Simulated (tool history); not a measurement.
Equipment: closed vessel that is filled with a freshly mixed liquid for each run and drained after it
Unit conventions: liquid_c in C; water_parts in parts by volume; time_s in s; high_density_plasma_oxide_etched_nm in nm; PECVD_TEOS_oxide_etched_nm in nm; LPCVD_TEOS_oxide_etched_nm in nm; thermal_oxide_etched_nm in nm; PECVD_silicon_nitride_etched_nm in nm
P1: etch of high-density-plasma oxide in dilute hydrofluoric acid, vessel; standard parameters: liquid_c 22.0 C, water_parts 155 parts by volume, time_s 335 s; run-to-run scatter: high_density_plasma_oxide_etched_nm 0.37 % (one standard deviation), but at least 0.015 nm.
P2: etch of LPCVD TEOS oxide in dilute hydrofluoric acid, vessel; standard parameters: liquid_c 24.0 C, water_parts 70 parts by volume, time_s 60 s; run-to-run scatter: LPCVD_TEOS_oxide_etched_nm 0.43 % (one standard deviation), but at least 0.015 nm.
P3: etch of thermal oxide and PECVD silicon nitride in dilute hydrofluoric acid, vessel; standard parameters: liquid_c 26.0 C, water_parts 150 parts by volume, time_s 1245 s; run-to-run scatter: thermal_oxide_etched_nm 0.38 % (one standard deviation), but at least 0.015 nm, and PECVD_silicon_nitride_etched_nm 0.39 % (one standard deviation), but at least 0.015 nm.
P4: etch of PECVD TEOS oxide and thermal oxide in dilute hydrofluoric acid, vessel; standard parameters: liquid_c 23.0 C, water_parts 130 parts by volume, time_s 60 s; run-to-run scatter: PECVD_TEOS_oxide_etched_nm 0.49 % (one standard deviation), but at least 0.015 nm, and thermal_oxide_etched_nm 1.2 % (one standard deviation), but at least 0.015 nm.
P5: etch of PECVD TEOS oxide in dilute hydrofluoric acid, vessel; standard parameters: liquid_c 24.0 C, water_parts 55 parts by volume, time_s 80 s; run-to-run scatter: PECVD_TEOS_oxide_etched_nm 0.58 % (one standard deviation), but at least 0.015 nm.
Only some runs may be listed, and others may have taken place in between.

| run | hour | process | liquid_c | water_parts | time_s | high_density_plasma_oxide_etched_nm | PECVD_TEOS_oxide_etched_nm | LPCVD_TEOS_oxide_etched_nm | thermal_oxide_etched_nm | PECVD_silicon_nitride_etched_nm |
|---|---|---|---|---|---|---|---|---|---|---|
| 1 | 10.7 | P1 | 22.0 | 155 | 335 | 9.5372 |  |  |  |  |
| 2 | 18.9 | P5 | 24.0 | 55 | 80 |  | 19.6450 |  |  |  |
| 3 | 35.4 | P2 | 24.0 | 70 | 60 |  |  | 32.873 |  |  |
| 4 | 48.1 | P4 | 23.0 | 130 | 60 |  | 9.0365 |  | 2.0766 |  |
| 5 | 62.3 | P2 | 29.0 | 70 | 60 |  |  | 39.739 |  |  |
| 6 | 72.1 | P4 | 18.5 | 130 | 60 |  | 7.5492 |  | 1.7973 |  |
| 7 | 86.5 | P3 | 26.0 | 150 | 1245 |  |  |  | 40.9350 | 37.173 |
| 8 | 99.5 | P1 | 22.0 | 240 | 590 | 9.9029 |  |  |  |  |
| 9 | 113.5 | P3 | 26.0 | 65 | 1245 |  |  |  | 105.7300 | 85.221 |
| 10 | 128.5 | P1 | 30.5 | 155 | 335 | 12.9840 |  |  |  |  |
| 11 | 138.6 | P2 | 24.0 | 130 | 60 |  |  | 16.434 |  |  |
| 12 | 150.5 | P5 | 24.0 | 55 | 145 |  | 35.2690 |  |  |  |
| 13 | 163.7 | P1 | 22.0 | 25 | 335 | 68.6520 |  |  |  |  |
| 14 | 177.1 | P2 | 24.0 | 70 | 110 |  |  | 59.717 |  |  |
| 15 | 187.1 | P1 | 17.0 | 50 | 335 | 26.9340 |  |  |  |  |
| 16 | 199.4 | P1 | 22.0 | 155 | 610 | 17.3150 |  |  |  |  |
|  | 212.1 | thermometer replaced |
| 17 | 216.1 | P3 | 26.0 | 150 | 570 |  |  |  | 18.7190 | 17.042 |
| 18 | 230.5 | P1 | 22.0 | 155 | 335 | 9.5370 |  |  |  |  |
| 19 | 245.5 | P1 | 22.0 | 275 | 335 | 4.7641 |  |  |  |  |
| 20 | 254.9 | P1 | 22.0 | 155 | 75 | 2.1014 |  |  |  |  |
| 21 | 272.3 | P4 | 23.0 | 75 | 60 |  | 16.7630 |  | 4.0012 |  |
| 22 | 279.9 | P5 | 24.0 | 20 | 80 |  | 55.8450 |  |  |  |
| 23 | 289.9 | P5 | 19.0 | 55 | 80 |  | 15.7210 |  |  |  |
| 24 | 298.9 | P1 | 22.0 | 155 | 335 | 9.5705 |  |  |  |  |
| 25 | 311.9 | P3 | 30.5 | 150 | 1245 |  |  |  | 48.4960 | 49.045 |
| 26 | 328.9 | P2 | 24.0 | 70 | 60 |  |  | 32.779 |  |  |
| 27 | 343.7 | P1 | 17.5 | 155 | 335 | 7.9833 |  |  |  |  |
| 28 | 359.7 | P3 | 26.0 | 150 | 1245 |  |  |  | 40.8030 | 37.079 |
| 29 | 374.2 | P1 | 22.0 | 215 | 510 | 9.8246 |  |  |  |  |
| 30 | 386.2 | P4 | 23.0 | 130 | 30 |  | 4.5404 |  | 1.0616 |  |
| 31 | 400.2 | P1 | 22.0 | 155 | 335 | 9.5210 |  |  |  |  |
| 32 | 416.1 | P1 | 22.0 | 155 | 335 | 9.5568 |  |  |  |  |
| 33 | 425.0 | P1 | 22.0 | 155 | 335 | 9.7806 |  |  |  |  |
| 34 | 442.1 | P1 | 22.0 | 155 | 335 | 10.0260 |  |  |  |  |
| 35 | 457.7 | P1 | 22.0 | 155 | 335 | 10.1960 |  |  |  |  |
| 36 | 466.7 | P1 | 22.0 | 155 | 335 | 10.2480 |  |  |  |  |
| 37 | 482.3 | P1 | 22.0 | 155 | 335 | 10.2600 |  |  |  |  |
| 38 | 490.1 | P1 | 22.0 | 155 | 335 | 10.2950 |  |  |  |  |
| 39 | 498.2 | P1 | 22.0 | 155 | 335 | 10.2680 |  |  |  |  |
| 40 | 512.6 | P1 | 22.0 | 155 | 335 | 10.3720 |  |  |  |  |
| 41 | 525.8 | P1 | 22.0 | 155 | 335 | 10.3060 |  |  |  |  |

What P1 gives has crept off from where it sat before. The 2 causes that follow fit the log equally well, each at the size noted:
A: hydrofluoric acid flow above the setpoint (%) = 7.67
B: liquid hotter than its thermometer reads (K) = 2.24
Onset of the creep was near hour 416.1.

Listed below are the offered check runs, one wafer per run, with question marks in place of results. For which of them would the causes give clearly different outcomes?
| check 1 | 539.0 | P3 | 26.0 | 150 | 1245 |  |  |  | ? | ? |
| check 2 | 539.0 | P5 | 24.0 | 55 | 80 |  | ? |  |  |  |
| check 3 | 539.0 | P2 | 24.0 | 70 | 60 |  |  | ? |  |  |
| check 4 | 539.0 | P4 | 23.0 | 130 | 60 |  | ? |  | ? |  |

Predicted outcomes, by check and by cause:
| check | result | if A | if B |
|---|---|---|---|
| check 1 | thermal_oxide_etched_nm | 44.6980 | 44.5260 |
| check 1 | PECVD_silicon_nitride_etched_nm | 39.925 | 42.687 |
| check 2 | PECVD_TEOS_oxide_etched_nm | 21.0140 | 21.2650 |
| check 3 | LPCVD_TEOS_oxide_etched_nm | 35.477 | 35.816 |
| check 4 | PECVD_TEOS_oxide_etched_nm | 9.8190 | 9.8401 |
| check 4 | thermal_oxide_etched_nm | 2.3391 | 2.3441 |
Per check, the gap between the least separated pair of causes, taken in the result that splits them most: check 1 6.69 %; check 2 1.19 %; check 3 0.95 %; check 4 0.22 %
Of the check runs offered, only check 1 discriminates between the causes; the rest would read about the same regardless of which cause applies.

Here is what check 1 returned: thermal_oxide_etched_nm 44.7580 nm; PECVD_silicon_nitride_etched_nm 39.719 nm. Which cause is it?

It is A: hydrofluoric acid flow above the setpoint (%).
